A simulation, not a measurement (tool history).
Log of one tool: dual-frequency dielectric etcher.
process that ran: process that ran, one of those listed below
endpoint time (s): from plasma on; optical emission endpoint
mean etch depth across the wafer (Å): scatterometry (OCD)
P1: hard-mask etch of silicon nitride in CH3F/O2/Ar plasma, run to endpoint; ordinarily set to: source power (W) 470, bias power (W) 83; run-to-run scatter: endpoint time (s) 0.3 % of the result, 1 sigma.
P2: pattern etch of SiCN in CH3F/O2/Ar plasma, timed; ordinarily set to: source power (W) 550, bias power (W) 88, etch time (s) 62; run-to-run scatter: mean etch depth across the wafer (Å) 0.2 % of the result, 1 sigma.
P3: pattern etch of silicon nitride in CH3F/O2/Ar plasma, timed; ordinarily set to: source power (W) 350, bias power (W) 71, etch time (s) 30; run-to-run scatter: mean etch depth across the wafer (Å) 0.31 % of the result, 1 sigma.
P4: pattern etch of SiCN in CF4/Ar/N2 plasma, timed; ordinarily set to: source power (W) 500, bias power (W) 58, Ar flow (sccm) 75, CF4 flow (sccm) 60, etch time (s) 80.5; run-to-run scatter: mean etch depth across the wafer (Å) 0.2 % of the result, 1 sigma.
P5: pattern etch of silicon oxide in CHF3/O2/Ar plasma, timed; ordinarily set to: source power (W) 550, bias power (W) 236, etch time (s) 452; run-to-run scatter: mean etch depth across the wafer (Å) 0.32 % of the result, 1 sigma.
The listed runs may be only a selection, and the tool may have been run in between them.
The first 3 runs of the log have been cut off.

run   hour  process that ran  source power (W)  bias power (W)  etch time (s)  Ar flow (sccm)  CF4 flow (sccm)  hours since the last wet clean  hours since the last source power generator calibration  hours since the last bias power generator calibration  endpoint time (s)  mean etch depth across the wafer (Å)
  4   19.6                P3               350              71             30                                                            114.5                                                   2451.4                                                 3070.2                                                   196.36
  5   23.2                P3               350              95             30                                                            118.1                                                     2455                                                 3073.8                                                   218.87
  6   29.6                P1               580              63                                                                           124.5                                                   2461.4                                                 3080.2             37.411
  7   35.3                P2               680              88             62                                                            130.2                                                   2467.1                                                 3085.9                                                   297.18
  8   41.5                P2               550              59             62                                                            136.4                                                   2473.3                                                 3092.1                                                   239.63
  9   47.6                P3               350              71             23                                                            142.5                                                   2479.4                                                 3098.2                                                   151.04
 10     51                P4               500              48           80.5              75               60                           145.9                                                   2482.8                                                 3101.6                                                    687.6
 11   54.7                P1               470              59                                                                           149.6                                                   2486.5                                                 3105.3             41.714
 12     59                P4               350              58           80.5              75               60                           153.9                                                   2490.8                                                 3109.6                                                   533.38
 13   61.7                P2               550              88             62                                                            156.6                                                   2493.5                                                 3112.3                                                   274.81
 14   66.8                P5               550             168            452                                                            161.7                                                   2498.6                                                 3117.4                                                     8312
 15   70.7                P1               470              83                                                                           165.6                                                   2502.5                                                 3121.3             37.005
 16   74.3                P1               560              83                                                                           169.2                                                   2506.1                                                 3124.9             34.807
 17   80.1                P1               280              83                                                                             175                                                   2511.9                                                 3130.7             44.793
 18   82.9                P5               760             236            452                                                            177.8                                                   2514.7                                                 3133.5                                                    10580
 19   86.8                P4               500              58          106.5              75               60                           181.7                                                   2518.6                                                 3137.4                                                   968.07
 20   91.3                P5               550             236          331.5                                                            186.2                                                   2523.1                                                 3141.9                                                   6802.6
 21   95.9                P3               270              71             30                                                            190.8                                                   2527.7                                                 3146.5                                                   178.16
 22    100                P4               500              58           80.5              75               60                           194.9                                                   2531.8                                                 3150.6                                                   731.93
 23  103.7                P5               550             236            452                                                            198.6                                                   2535.5                                                 3154.3                                                   9358.7
 24  108.5                P1               470              83                                                                           203.4                                                   2540.3                                                 3159.1             37.004
 25  114.1                P1               470              83                                                                             209                                                   2545.9                                                 3164.7             37.048
 26  119.3                P4               500              58           80.5             106               60                           214.2                                                   2551.1                                                 3169.9                                                   691.04
 27    123                P1               470              98                                                                           217.9                                                   2554.8                                                 3173.6             34.947
 28  127.6                P2               550              88           75.5                                                            222.5                                                   2559.4                                                 3178.2                                                   333.67

Expected results for the next run?
 29  130.9                P5               550             236            452                                                            225.8                                                   2562.7                                                 3181.5                                                        ?

{"run 29": {"mean etch depth across the wafer (Å)": 9344.7}}
